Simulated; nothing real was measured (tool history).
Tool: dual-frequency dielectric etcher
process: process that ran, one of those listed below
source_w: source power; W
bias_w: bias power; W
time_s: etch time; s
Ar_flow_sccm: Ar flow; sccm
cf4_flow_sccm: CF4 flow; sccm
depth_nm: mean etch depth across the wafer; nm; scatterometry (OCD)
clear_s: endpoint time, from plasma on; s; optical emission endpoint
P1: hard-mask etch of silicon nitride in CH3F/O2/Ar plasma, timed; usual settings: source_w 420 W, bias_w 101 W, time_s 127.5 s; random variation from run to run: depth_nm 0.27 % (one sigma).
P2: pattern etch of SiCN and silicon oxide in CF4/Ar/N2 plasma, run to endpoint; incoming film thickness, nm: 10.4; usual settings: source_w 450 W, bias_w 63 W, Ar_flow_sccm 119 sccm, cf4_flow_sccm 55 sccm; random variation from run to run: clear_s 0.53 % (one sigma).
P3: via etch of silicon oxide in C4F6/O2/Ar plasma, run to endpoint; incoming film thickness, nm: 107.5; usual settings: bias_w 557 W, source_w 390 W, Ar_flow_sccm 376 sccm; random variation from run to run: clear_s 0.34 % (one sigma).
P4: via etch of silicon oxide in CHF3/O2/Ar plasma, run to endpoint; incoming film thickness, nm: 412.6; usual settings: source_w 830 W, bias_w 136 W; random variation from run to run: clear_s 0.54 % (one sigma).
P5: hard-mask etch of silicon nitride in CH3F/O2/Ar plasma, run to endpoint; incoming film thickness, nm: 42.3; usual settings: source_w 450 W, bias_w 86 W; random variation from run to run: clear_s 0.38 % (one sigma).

| run | hour | process | source_w | bias_w | time_s | Ar_flow_sccm | cf4_flow_sccm | depth_nm | clear_s |
|---|---|---|---|---|---|---|---|---|---|
| 1 | 7 | P1 | 420 | 101 | 127.5 |  |  | 101.32 |  |
| 2 | 19.4 | P4 | 830 | 184 |  |  |  |  | 185.62 |
| 3 | 30.3 | P3 | 310 | 557 |  | 376 |  |  | 25.707 |
| 4 | 42.2 | P3 | 390 | 747 |  | 376 |  |  | 21.285 |
| 5 | 52.1 | P1 | 420 | 101 | 127.5 |  |  | 101.74 |  |
| 6 | 62.8 | P1 | 310 | 101 | 127.5 |  |  | 90.908 |  |
| 7 | 75.5 | P1 | 420 | 124 | 127.5 |  |  | 109.25 |  |
| 8 | 84.6 | P1 | 580 | 101 | 70.5 |  |  | 63.314 |  |
| 9 | 93.1 | P2 | 450 | 63 |  | 119 | 73 |  | 12.809 |
| 10 | 99.4 | P3 | 390 | 557 |  | 253 |  |  | 22.643 |
| 11 | 108.5 | P2 | 450 | 63 |  | 119 | 55 |  | 13.484 |
| 12 | 119.8 | P2 | 450 | 63 |  | 76 | 55 |  | 12.478 |
| 13 | 129 | P4 | 1010 | 136 |  |  |  |  | 190.87 |
| 14 | 138.8 | P1 | 420 | 67 | 101 |  |  | 69.822 |  |
| 15 | 151.5 | P1 | 420 | 101 | 74 |  |  | 58.829 |  |
| 16 | 161.6 | P1 | 420 | 101 | 127.5 |  |  | 101.77 |  |
| 17 | 170.4 | P1 | 420 | 101 | 127.5 |  |  | 101.25 |  |
| 18 | 179.6 | P2 | 450 | 63 |  | 119 | 55 |  | 13.391 |
| 19 | 187.4 | P2 | 450 | 49 |  | 119 | 55 |  | 14.701 |
| 20 | 198 | P2 | 590 | 63 |  | 119 | 55 |  | 10.617 |
| 21 | 204.5 | P1 | 420 | 101 | 127.5 |  |  | 100.99 |  |
| 22 | 216.3 | P5 | 450 | 53 |  |  |  |  | 64.004 |
| 23 | 227.6 | P3 | 390 | 557 |  | 376 |  |  | 23.647 |
| 24 | 236.3 | P4 | 830 | 136 |  |  |  |  | 205.76 |
| 25 | 244.6 | P5 | 450 | 86 |  |  |  |  | 54.777 |
| 26 | 250.4 | P1 | 570 | 101 | 127.5 |  |  | 113.6 |  |
| 27 | 256.9 | P5 | 560 | 86 |  |  |  |  | 50.066 |
| 28 | 262.8 | P1 | 420 | 101 | 156 |  |  | 125.02 |  |
| 29 | 269.6 | P1 | 420 | 72 | 127.5 |  |  | 90.216 |  |
| 30 | 275.5 | P1 | 420 | 101 | 127.5 |  |  | 101.61 |  |
| 31 | 286.4 | P1 | 420 | 101 | 127.5 |  |  | 100.83 |  |
| 32 | 293.4 | P1 | 420 | 101 | 127.5 |  |  | 100.89 |  |
| 33 | 306.2 | P1 | 420 | 101 | 127.5 |  |  | 100.03 |  |
| 34 | 315.6 | P1 | 420 | 101 | 127.5 |  |  | 100.33 |  |
|  | 324 | wet clean of the chamber |
| 35 | 325.9 | P1 | 420 | 101 | 127.5 |  |  | 99.813 |  |
| 36 | 336.7 | P1 | 420 | 101 | 127.5 |  |  | 99.968 |  |
| 37 | 343.5 | P1 | 420 | 101 | 127.5 |  |  | 100.17 |  |
| 38 | 355.1 | P1 | 420 | 101 | 127.5 |  |  | 99.848 |  |

What P1 gives has crept away from where it was. These 2 causes fit the log equally well, each at the size given:
A: source power that arrives under what is set, % = 4.23
B: bias power that arrives under what is set, % = 4.3
The creep began at about hour 275.5.
Why every other cause is out:
chamber walls in a state that lowers the etch rate, %: serviced at hour 324, which brought nothing back

4 check runs are offered, each on 3 wafers whose results are averaged, their results left as question marks. Which one tells the causes apart?
| check 1 | 366.7 | P5 | 450 | 86 |  |  |  |  | ? |
| check 2 | 366.7 | P4 | 830 | 136 |  |  |  |  | ? |
| check 3 | 366.7 | P2 | 450 | 63 |  | 119 | 55 |  | ? |
| check 4 | 366.7 | P3 | 390 | 557 |  | 376 |  |  | ? |

What each check would give under each cause:
| check | result | if A | if B |
|---|---|---|---|
| check 1 | clear_s | 55.46 | 55.415 |
| check 2 | clear_s | 209.48 | 208.75 |
| check 3 | clear_s | 13.946 | 13.634 |
| check 4 | clear_s | 24.04 | 24.06 |
How far apart the two closest causes lie, in the result that separates them most: check 1 0.08 %; check 2 0.35 %; check 3 2.26 %; check 4 0.08 %
Check 3 tells the causes apart: in the others they would give nearly the same result.

Then check 3 was run and gave: clear_s 13.917 s. Which cause is it?

It is A: source power that arrives under what is set, %.
